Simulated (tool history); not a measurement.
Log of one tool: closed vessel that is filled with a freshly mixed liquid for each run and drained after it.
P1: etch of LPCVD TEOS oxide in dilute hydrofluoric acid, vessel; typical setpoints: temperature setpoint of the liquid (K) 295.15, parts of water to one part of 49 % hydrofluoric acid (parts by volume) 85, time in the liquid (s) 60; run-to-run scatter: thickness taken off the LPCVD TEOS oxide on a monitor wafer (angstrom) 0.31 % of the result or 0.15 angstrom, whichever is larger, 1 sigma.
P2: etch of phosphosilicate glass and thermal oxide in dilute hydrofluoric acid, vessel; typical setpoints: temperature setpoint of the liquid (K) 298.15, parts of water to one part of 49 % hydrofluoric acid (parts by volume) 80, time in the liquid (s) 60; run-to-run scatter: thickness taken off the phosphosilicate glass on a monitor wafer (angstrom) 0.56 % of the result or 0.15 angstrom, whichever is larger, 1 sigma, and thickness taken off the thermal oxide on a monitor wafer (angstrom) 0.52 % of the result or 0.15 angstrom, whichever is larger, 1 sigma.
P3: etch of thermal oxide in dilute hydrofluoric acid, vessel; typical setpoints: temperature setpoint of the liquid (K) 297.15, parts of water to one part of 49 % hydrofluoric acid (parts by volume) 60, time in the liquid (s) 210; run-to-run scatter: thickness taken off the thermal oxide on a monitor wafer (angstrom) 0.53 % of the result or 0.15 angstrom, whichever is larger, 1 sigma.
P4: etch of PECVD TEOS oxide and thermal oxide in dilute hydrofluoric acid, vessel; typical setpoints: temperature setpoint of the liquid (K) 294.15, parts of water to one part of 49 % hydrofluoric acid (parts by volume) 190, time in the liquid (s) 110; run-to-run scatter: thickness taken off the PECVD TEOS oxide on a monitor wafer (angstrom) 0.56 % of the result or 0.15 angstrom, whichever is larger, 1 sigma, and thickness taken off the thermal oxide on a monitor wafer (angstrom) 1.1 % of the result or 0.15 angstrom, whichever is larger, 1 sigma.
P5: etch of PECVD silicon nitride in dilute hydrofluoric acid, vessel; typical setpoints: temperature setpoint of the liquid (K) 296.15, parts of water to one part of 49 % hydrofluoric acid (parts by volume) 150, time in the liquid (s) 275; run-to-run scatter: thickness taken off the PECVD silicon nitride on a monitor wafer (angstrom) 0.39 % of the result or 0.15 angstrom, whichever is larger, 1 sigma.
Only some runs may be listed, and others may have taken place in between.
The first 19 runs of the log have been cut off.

run,hour,process that ran,temperature setpoint of the liquid (K),parts of water to one part of 49 % hydrofluoric acid (parts by volume),time in the liquid (s),hours since the thermometer was replaced,hours since the hydrofluoric acid flow meter was replaced,thickness taken off the LPCVD TEOS oxide on a monitor wafer (angstrom),thickness taken off the thermal oxide on a monitor wafer (angstrom),thickness taken off the PECVD TEOS oxide on a monitor wafer (angstrom),thickness taken off the phosphosilicate glass on a monitor wafer (angstrom),thickness taken off the PECVD silicon nitride on a monitor wafer (angstrom)
20,132.3,P5,296.15,150,275,676.6,597.2,,,,,94.111
21,139.9,P5,304.65,150,275,684.2,604.8,,,,,159.42
22,147.9,P2,298.15,35,60,692.2,612.8,,94.722,,1630.7,
23,153.6,P5,296.15,150,145,697.9,618.5,,,,,49.635
24,158,P5,296.15,150,275,702.3,622.9,,,,,94.093
25,164.9,P1,295.15,135,60,709.2,629.8,129.92,,,,
26,174.2,P1,290.15,85,60,718.5,639.1,178.58,,,,
27,181.7,P3,304.15,60,210,726,646.6,,237.94,,,
# hour 185.8: thermometer replaced
28,187,P2,298.15,80,60,1.3,651.9,,38.537,,672.57,
29,192.2,P4,290.15,190,110,6.5,657.1,,19.262,72.05,,
30,199.2,P1,295.15,85,60,13.5,664.1,218.34,,,,
31,206.6,P4,294.15,190,110,20.9,671.5,,22.543,83.981,,
32,215,P1,295.15,85,60,29.3,679.9,217.86,,,,

Run 33 comes next. What will it give?
33,221.7,P1,295.15,85,60,36,686.6,?,,,,

thickness taken off the LPCVD TEOS oxide on a monitor wafer (angstrom): 214.02
